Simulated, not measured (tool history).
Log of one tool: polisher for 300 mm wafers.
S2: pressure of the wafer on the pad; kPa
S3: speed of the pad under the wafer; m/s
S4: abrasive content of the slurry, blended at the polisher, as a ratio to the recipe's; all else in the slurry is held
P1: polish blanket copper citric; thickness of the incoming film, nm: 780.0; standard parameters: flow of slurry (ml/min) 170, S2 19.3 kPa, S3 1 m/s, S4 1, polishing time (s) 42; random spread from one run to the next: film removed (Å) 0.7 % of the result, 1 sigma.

run 1 day=0.221 | flow_of_slurry_(ml/min)=170 S2=19.3 S3=1 S4=1 polishing_time_(s)=42 | film_removed_(Å)=705.28
run 2 day=0.404 | flow_of_slurry_(ml/min)=170 S2=19.3 S3=1 S4=1 polishing_time_(s)=42 | film_removed_(Å)=708.45
-- day=0.638 slurry blender recalibrated
run 3 day=0.679 | flow_of_slurry_(ml/min)=170 S2=19.3 S3=1.36 S4=1 polishing_time_(s)=42 | film_removed_(Å)=952.41
run 4 day=0.896 | flow_of_slurry_(ml/min)=170 S2=11.7 S3=1 S4=1 polishing_time_(s)=42 | film_removed_(Å)=434.24
run 5 day=1.183 | flow_of_slurry_(ml/min)=245 S2=19.3 S3=1 S4=1 polishing_time_(s)=42 | film_removed_(Å)=737.71
run 6 day=1.362 | flow_of_slurry_(ml/min)=170 S2=19.3 S3=1 S4=1 polishing_time_(s)=42 | film_removed_(Å)=716.11
run 7 day=1.488 | flow_of_slurry_(ml/min)=170 S2=19.3 S3=1 S4=1 polishing_time_(s)=42 | film_removed_(Å)=703.86
run 8 day=1.642 | flow_of_slurry_(ml/min)=170 S2=24.8 S3=1 S4=1 polishing_time_(s)=42 | film_removed_(Å)=896.61
-- day=1.746 head pressure recalibrated
run 9 day=1.821 | flow_of_slurry_(ml/min)=170 S2=19.3 S3=1 S4=1 polishing_time_(s)=42 | film_removed_(Å)=705.13
run 10 day=2.058 | flow_of_slurry_(ml/min)=170 S2=19.3 S3=1 S4=1 polishing_time_(s)=63 | film_removed_(Å)=1049.9
run 11 day=2.221 | flow_of_slurry_(ml/min)=170 S2=19.3 S3=0.44 S4=1 polishing_time_(s)=52 | film_removed_(Å)=396.57
run 12 day=2.371 | flow_of_slurry_(ml/min)=170 S2=19.3 S3=1 S4=1 polishing_time_(s)=28 | film_removed_(Å)=468.42
run 13 day=2.612 | flow_of_slurry_(ml/min)=170 S2=19.3 S3=0.5 S4=1 polishing_time_(s)=42 | film_removed_(Å)=362.16
run 14 day=2.754 | flow_of_slurry_(ml/min)=170 S2=19.3 S3=1 S4=1 polishing_time_(s)=42 | film_removed_(Å)=696.85
run 15 day=2.954 | flow_of_slurry_(ml/min)=170 S2=19.3 S3=1 S4=0.7 polishing_time_(s)=42 | film_removed_(Å)=656.3
run 16 day=3.229 | flow_of_slurry_(ml/min)=100 S2=19.3 S3=1 S4=1 polishing_time_(s)=42 | film_removed_(Å)=634.21
run 17 day=3.492 | flow_of_slurry_(ml/min)=170 S2=19.3 S3=1 S4=1.25 polishing_time_(s)=42 | film_removed_(Å)=735.41
run 18 day=3.667 | flow_of_slurry_(ml/min)=170 S2=9 S3=0.56 S4=1 polishing_time_(s)=42 | film_removed_(Å)=198.41
run 19 day=3.812 | flow_of_slurry_(ml/min)=170 S2=19.3 S3=1 S4=1 polishing_time_(s)=42 | film_removed_(Å)=710.74
run 20 day=3.983 | flow_of_slurry_(ml/min)=170 S2=19.3 S3=1 S4=1 polishing_time_(s)=42 | film_removed_(Å)=693.82
run 21 day=4.15 | flow_of_slurry_(ml/min)=170 S2=19.3 S3=1 S4=1 polishing_time_(s)=42 | film_removed_(Å)=678.89
run 22 day=4.412 | flow_of_slurry_(ml/min)=170 S2=19.3 S3=1 S4=1 polishing_time_(s)=42 | film_removed_(Å)=652.27
run 23 day=4.558 | flow_of_slurry_(ml/min)=170 S2=19.3 S3=1 S4=1 polishing_time_(s)=42 | film_removed_(Å)=657.29
run 24 day=4.704 | flow_of_slurry_(ml/min)=170 S2=19.3 S3=1 S4=1 polishing_time_(s)=42 | film_removed_(Å)=641.66
-- day=4.75 head pressure recalibrated
run 25 day=4.938 | flow_of_slurry_(ml/min)=170 S2=19.3 S3=1 S4=1 polishing_time_(s)=42 | film_removed_(Å)=645.4
-- day=4.983 slurry blender recalibrated
run 26 day=5.208 | flow_of_slurry_(ml/min)=170 S2=19.3 S3=1 S4=1 polishing_time_(s)=42 | film_removed_(Å)=635.62
run 27 day=5.454 | flow_of_slurry_(ml/min)=170 S2=19.3 S3=1 S4=1 polishing_time_(s)=42 | film_removed_(Å)=637.52

Compared with where it was, what P1 gives has crept away. Each cause listed below fits the log as well as the rest, at the size given for it:
A: removal rate lost through wear of the pad, % = 9.16
B: slurry flow missing at the pad, % = 39
Onset of the creep was near day 3.812.
Every other cause this tool's parts could produce, and why it does not fit the log:
head's pressure below its setpoint, %: maintenance at day 4.75, after the shift began, did not return the process to its former output
abrasive missing from the slurry, %: maintenance at day 4.983, after the shift began, did not return the process to its former output

Below are 4 check runs, each averaged over 5 wafers, with their results shown as question marks. Which of them would give clearly different results depending on which cause is behind the drift?
run check 1 day=5.7 | flow_of_slurry_(ml/min)=170 S2=12.4 S3=1 S4=1 polishing_time_(s)=42 | film_removed_(Å)=?
run check 2 day=5.7 | flow_of_slurry_(ml/min)=240 S2=19.3 S3=1 S4=1 polishing_time_(s)=42 | film_removed_(Å)=?
run check 3 day=5.7 | flow_of_slurry_(ml/min)=170 S2=19.3 S3=1.28 S4=1 polishing_time_(s)=42 | film_removed_(Å)=?
run check 4 day=5.7 | flow_of_slurry_(ml/min)=170 S2=19.3 S3=0.66 S4=1 polishing_time_(s)=42 | film_removed_(Å)=?

Predicted outcomes, by check and by cause:
check=check_1 result=film_removed_(Å) if_A=416.68 if_B=416.61
check=check_2 result=film_removed_(Å) if_A=668.64 if_B=686.33
check=check_3 result=film_removed_(Å) if_A=813.35 if_B=813.23
check=check_4 result=film_removed_(Å) if_A=427.35 if_B=427.29
Distance between the nearest two causes, measured in the result of the check that separates them most: check 1 0.01 %; check 2 2.61 %; check 3 0.01 %; check 4 0.01 %
The causes can be told apart only by check 2. The other checks would give nearly the same results under each of them.

Then check 2 was run and gave: film removed (Å) 689.46. Which cause is it?

It was cause B: slurry flow missing at the pad, %.
